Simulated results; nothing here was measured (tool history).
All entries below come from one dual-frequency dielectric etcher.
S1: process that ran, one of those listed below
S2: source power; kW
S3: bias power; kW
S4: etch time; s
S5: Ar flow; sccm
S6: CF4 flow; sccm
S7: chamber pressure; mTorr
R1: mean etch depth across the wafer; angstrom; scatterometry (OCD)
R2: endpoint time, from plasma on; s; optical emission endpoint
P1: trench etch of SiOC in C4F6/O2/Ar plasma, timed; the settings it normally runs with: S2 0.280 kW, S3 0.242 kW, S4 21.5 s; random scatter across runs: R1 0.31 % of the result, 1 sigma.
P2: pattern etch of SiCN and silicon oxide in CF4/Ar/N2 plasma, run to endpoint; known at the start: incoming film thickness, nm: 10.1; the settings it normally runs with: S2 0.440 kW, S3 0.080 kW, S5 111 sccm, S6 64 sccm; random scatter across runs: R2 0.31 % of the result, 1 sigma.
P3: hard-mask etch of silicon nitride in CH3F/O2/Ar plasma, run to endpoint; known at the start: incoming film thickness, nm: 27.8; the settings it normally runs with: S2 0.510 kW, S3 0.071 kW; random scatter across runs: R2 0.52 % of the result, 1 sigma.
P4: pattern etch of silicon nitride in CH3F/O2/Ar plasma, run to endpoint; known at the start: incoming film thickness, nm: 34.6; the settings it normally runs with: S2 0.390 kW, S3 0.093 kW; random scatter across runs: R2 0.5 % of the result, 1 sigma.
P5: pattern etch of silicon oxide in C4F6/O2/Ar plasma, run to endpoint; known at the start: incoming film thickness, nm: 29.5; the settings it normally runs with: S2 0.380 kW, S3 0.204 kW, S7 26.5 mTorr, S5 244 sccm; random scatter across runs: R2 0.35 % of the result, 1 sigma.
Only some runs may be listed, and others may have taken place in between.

run,hour,S1,S2,S3,S4,S5,S6,S7,R1,R2
1,9.3,P1,0.280,0.242,21.5,,,,449.93,
2,22.0,P2,0.440,0.047,,111,64,,,14.4520
3,34.2,P5,0.380,0.204,,244,,34.5,,9.0382
4,43.4,P2,0.440,0.080,,111,64,,,12.2060
5,54.4,P1,0.280,0.242,12.0,,,,252.13,
6,62.9,P5,0.380,0.275,,244,,26.5,,8.0319
7,69.8,P3,0.510,0.071,,,,,,37.6490
8,81.0,P2,0.440,0.080,,111,64,,,12.0710
9,86.7,P1,0.280,0.242,29.0,,,,610.54,
10,95.0,P1,0.280,0.242,21.5,,,,450.99,
11,105.7,P1,0.280,0.242,21.5,,,,450.25,
12,112.5,P2,0.440,0.080,,150,64,,,12.6410
13,123.5,P1,0.280,0.173,21.5,,,,404.76,
14,131.0,P5,0.510,0.204,,244,,26.5,,7.8463
15,136.8,P1,0.180,0.242,30.0,,,,532.10,
16,145.8,P5,0.380,0.204,,244,,26.5,,8.7941
17,152.0,P4,0.220,0.093,,,,,,57.7690
18,162.4,P1,0.280,0.242,21.5,,,,451.83,
19,171.9,P3,0.310,0.071,,,,,,45.7080
20,178.3,P4,0.390,0.064,,,,,,53.1960
21,185.6,P3,0.510,0.071,,,,,,37.7860
22,196.2,P4,0.390,0.093,,,,,,46.8430
23,208.8,P1,0.280,0.325,21.5,,,,499.67,
24,215.0,P1,0.280,0.242,21.5,,,,449.97,
25,220.8,P3,0.510,0.047,,,,,,43.1630
26,226.8,P2,0.440,0.080,,111,51,,,12.5410
27,237.9,P1,0.340,0.242,21.5,,,,486.70,
28,244.2,P1,0.220,0.242,21.5,,,,410.90,
29,250.6,P4,0.390,0.093,,,,,,47.2940
30,260.6,P1,0.280,0.173,12.0,,,,224.18,
31,269.7,P5,0.380,0.204,,172,,26.5,,8.4560
32,281.2,P1,0.280,0.290,14.0,,,,311.57,
33,287.1,P2,0.560,0.080,,111,64,,,9.7697
34,295.8,P1,0.280,0.242,21.5,,,,452.10,
35,301.9,P1,0.280,0.242,21.5,,,,447.11,
36,313.5,P1,0.280,0.242,21.5,,,,446.30,
37,323.5,P1,0.280,0.242,21.5,,,,446.02,
38,334.1,P1,0.280,0.242,21.5,,,,443.50,
# hour 337.2: wet clean of the chamber
39,340.8,P1,0.280,0.242,21.5,,,,444.01,
40,348.4,P1,0.280,0.242,21.5,,,,443.62,
41,355.1,P1,0.280,0.242,21.5,,,,444.94,

What P1 gives has crept away from where it was. These 2 causes fit the log equally well, each at the size given:
A: source power that arrives under what is set, % = 4.15
B: bias power that arrives under what is set, % = 4.59
The drift started at roughly hour 295.8.
Why every other cause is out:
chamber walls in a state that lowers the etch rate, %: serviced at hour 337.2, after the change had begun; the process did not return to its earlier output

Which of the 4 check runs listed below, each an average over 2 wafers with its results shown as question marks, gives clearly different results under the different listed causes?
check 1,361.8,P4,0.330,0.093,,,,,,?
check 2,361.8,P3,0.330,0.050,,,,,,?
check 3,361.8,P2,0.440,0.049,,141,64,,,?
check 4,361.8,P5,0.380,0.275,,202,,26.5,,?

Check results expected under each cause:
check,result,if A,if B
check 1,R2,50.7850,50.8550
check 2,R2,51.0970,51.0190
check 3,R2,15.4980,15.1630
check 4,R2,7.9291,7.9294
Minimum pairwise separation of causes per check, each pair taken at its best-separating result: check 1 0.14 %; check 2 0.15 %; check 3 2.19 %; check 4 0 %
The causes can be told apart only by check 3. The other checks would give nearly the same results under each of them.

After running check 3, the following was obtained: R2 15.5250 s. Which cause does this point to?

A is the cause: source power that arrives under what is set, %.

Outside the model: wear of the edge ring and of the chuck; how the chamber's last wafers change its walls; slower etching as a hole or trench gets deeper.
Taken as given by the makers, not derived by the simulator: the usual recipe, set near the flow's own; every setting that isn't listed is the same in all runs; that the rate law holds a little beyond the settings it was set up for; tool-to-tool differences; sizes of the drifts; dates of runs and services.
